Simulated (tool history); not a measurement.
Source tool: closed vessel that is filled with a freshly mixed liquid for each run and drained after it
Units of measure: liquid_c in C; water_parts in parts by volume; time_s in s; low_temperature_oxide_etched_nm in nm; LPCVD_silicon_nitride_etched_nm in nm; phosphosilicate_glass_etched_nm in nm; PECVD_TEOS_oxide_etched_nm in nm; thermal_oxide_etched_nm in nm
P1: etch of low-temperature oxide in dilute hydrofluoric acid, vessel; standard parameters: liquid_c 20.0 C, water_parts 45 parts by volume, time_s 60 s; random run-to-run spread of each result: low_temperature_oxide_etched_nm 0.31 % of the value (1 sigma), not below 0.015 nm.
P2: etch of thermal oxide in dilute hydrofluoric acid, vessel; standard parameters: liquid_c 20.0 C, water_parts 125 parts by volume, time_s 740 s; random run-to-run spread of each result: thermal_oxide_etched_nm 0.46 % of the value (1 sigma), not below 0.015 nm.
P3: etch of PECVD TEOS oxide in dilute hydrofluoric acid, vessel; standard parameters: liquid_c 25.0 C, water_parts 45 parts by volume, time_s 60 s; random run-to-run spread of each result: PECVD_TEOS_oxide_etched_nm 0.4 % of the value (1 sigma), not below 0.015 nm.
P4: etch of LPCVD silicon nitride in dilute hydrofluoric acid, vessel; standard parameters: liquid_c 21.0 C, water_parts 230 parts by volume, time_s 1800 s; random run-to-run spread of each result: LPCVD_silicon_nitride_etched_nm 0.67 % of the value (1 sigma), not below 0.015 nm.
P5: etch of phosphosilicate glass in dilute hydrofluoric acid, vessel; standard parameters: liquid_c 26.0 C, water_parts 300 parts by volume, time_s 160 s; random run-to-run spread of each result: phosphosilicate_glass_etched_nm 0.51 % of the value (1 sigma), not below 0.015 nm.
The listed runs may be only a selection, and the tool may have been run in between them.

run,hour,process,liquid_c,water_parts,time_s,hours since the thermometer was replaced,hours since the hydrofluoric acid flow meter was replaced,low_temperature_oxide_etched_nm,LPCVD_silicon_nitride_etched_nm,phosphosilicate_glass_etched_nm,PECVD_TEOS_oxide_etched_nm,thermal_oxide_etched_nm
1,6.6,P1,20.0,45,60,491.3,493.0,16.840,,,,
2,14.3,P4,21.0,230,1800,499.0,500.7,,3.23690,,,
3,20.4,P5,26.0,300,160,505.1,506.8,,,52.999,,
4,24.2,P1,20.0,45,60,508.9,510.6,16.723,,,,
5,30.0,P1,20.0,45,60,514.7,516.4,16.845,,,,
6,36.0,P1,17.0,45,90,520.7,522.4,22.346,,,,
7,43.7,P1,20.0,45,60,528.4,530.1,16.834,,,,
8,49.9,P3,25.0,45,60,534.6,536.3,,,,16.6290,
9,56.1,P2,20.0,60,740,540.8,542.5,,,,,51.627
10,60.3,P1,20.0,45,60,545.0,546.7,16.774,,,,
11,66.5,P4,21.0,230,225,551.2,552.9,,0.40955,,,
12,71.0,P2,25.5,125,740,555.7,557.4,,,,,29.013
13,77.6,P3,25.0,45,30,562.3,564.0,,,,8.4081,
14,82.0,P2,20.0,125,1440,566.7,568.4,,,,,44.749
15,89.3,P3,25.0,30,60,574.0,575.7,,,,25.6550,
16,97.5,P1,25.5,45,60,582.2,583.9,21.232,,,,
17,103.6,P1,20.0,70,95,588.3,590.0,16.633,,,,
# hour 104.8: hydrofluoric acid flow meter replaced
18,107.4,P5,18.5,300,160,592.1,2.7,,,40.382,,
19,114.8,P1,20.0,45,90,599.5,10.1,25.251,,,,
20,120.4,P4,29.0,230,1800,605.1,15.7,,5.19730,,,
21,126.0,P5,26.0,300,40,610.7,21.3,,,13.289,,
22,132.7,P1,20.0,65,60,617.4,28.0,11.348,,,,
23,139.2,P5,26.0,300,160,623.9,34.5,,,52.524,,
24,147.5,P1,20.0,45,30,632.2,42.8,8.410,,,,
25,151.8,P3,33.0,45,60,636.5,47.1,,,,22.8180,
26,157.4,P1,17.0,45,60,642.1,52.7,14.770,,,,
27,165.0,P4,21.0,85,1800,649.7,60.3,,8.41210,,,
28,170.8,P1,20.0,45,60,655.5,66.1,16.910,,,,
29,177.3,P2,20.0,125,740,662.0,72.6,,,,,23.088
30,184.2,P2,20.0,125,740,668.9,79.5,,,,,23.133
31,188.7,P1,20.0,25,60,673.4,84.0,31.017,,,,
32,195.2,P5,26.0,80,160,679.9,90.5,,,256.330,,
33,202.2,P1,20.0,45,60,686.9,97.5,16.872,,,,
34,210.4,P1,20.0,45,60,695.1,105.7,17.714,,,,
35,216.6,P1,20.0,45,60,701.3,111.9,17.948,,,,
36,221.3,P1,20.0,45,60,706.0,116.6,18.108,,,,
37,229.3,P1,20.0,45,60,714.0,124.6,18.475,,,,
38,237.3,P1,20.0,45,60,722.0,132.6,18.488,,,,
39,242.7,P1,20.0,45,60,727.4,138.0,18.588,,,,
40,247.6,P1,20.0,45,60,732.3,142.9,18.592,,,,
41,255.0,P1,20.0,45,60,739.7,150.3,18.517,,,,

P1 no longer gives what it gave before; its output has crept away from where it was. The following 2 causes, each at its listed size, fit the log equally well:
A: hydrofluoric acid flow above the setpoint (%) = 9.85
B: liquid hotter than its thermometer reads (K) = 2.34
Creep in the process output first set in at about hour 202.2.

Each of the 4 check runs below uses one wafer; its results are left as question marks. Which run tells the causes apart?
check 1,262.4,P3,30.5,45,60,,,,,,?,
check 2,262.4,P4,27.5,90,1800,,,,?,,,
check 3,262.4,P5,22.0,95,160,,,,,?,,
check 4,262.4,P2,20.0,85,1395,,,,,,,?

What every check run would give for each of its results, assuming each possible cause in turn:
check,result,if A,if B
check 1,PECVD_TEOS_oxide_etched_nm,23.0810,22.8660
check 2,LPCVD_silicon_nitride_etched_nm,13.53000,14.30500
check 3,phosphosilicate_glass_etched_nm,199.650,197.590
check 4,thermal_oxide_etched_nm,74.339,73.849
Minimum pairwise separation of causes per check, each pair taken at its best-separating result: check 1 0.94 %; check 2 5.57 %; check 3 1.03 %; check 4 0.66 %
Check 2 is the one run that separates the causes; every other check would come out nearly the same whichever cause is at work.

Running check 2 produced the following: LPCVD_silicon_nitride_etched_nm 14.39500 nm. Which one of the listed causes fits?

It was cause B: liquid hotter than its thermometer reads (K).
